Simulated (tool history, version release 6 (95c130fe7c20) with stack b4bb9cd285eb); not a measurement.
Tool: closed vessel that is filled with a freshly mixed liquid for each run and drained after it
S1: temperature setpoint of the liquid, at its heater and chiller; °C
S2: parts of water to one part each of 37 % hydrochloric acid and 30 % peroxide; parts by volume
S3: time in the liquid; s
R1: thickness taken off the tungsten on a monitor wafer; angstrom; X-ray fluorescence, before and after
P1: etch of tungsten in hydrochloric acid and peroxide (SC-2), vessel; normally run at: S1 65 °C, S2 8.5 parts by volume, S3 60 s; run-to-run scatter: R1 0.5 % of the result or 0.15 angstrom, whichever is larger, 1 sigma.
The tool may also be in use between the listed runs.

run 1 hour=10.1 | S1=65 S2=8.5 S3=60 | R1=389.01
run 2 hour=17.8 | S1=48.5 S2=8.5 S3=60 | R1=135.23
run 3 hour=24 | S1=65 S2=4 S3=60 | R1=676.02
run 4 hour=30.5 | S1=65 S2=8.5 S3=60 | R1=391.43
run 5 hour=41.7 | S1=65 S2=8.5 S3=60 | R1=389.97
run 6 hour=50.4 | S1=65 S2=8.5 S3=30 | R1=194.92
run 7 hour=56.2 | S1=72 S2=4 S3=60 | R1=1035.6
run 8 hour=63.5 | S1=65 S2=8.5 S3=110 | R1=711.89
run 9 hour=72.4 | S1=65 S2=8.5 S3=60 | R1=392.42
run 10 hour=78.7 | S1=65 S2=15 S3=60 | R1=241.29
run 11 hour=83.6 | S1=65 S2=4 S3=30 | R1=341.13
run 12 hour=89.9 | S1=72 S2=8.5 S3=60 | R1=594.39
run 13 hour=95.4 | S1=65 S2=8.5 S3=60 | R1=392.61
run 14 hour=105.3 | S1=65 S2=8.5 S3=60 | R1=387.64
run 15 hour=116.1 | S1=65 S2=8.5 S3=60 | R1=391.12
run 16 hour=126.5 | S1=65 S2=8.5 S3=60 | R1=378.64
run 17 hour=131.8 | S1=65 S2=8.5 S3=60 | R1=369.4
run 18 hour=141.1 | S1=65 S2=8.5 S3=60 | R1=368.01

The next listed run, before its measurement:
-- hour=150.5 new drum of peroxide connected
run 19 hour=151.8 | S1=65 S2=8.5 S3=60 | R1=?

{"run 19": {"R1": 364.21}}
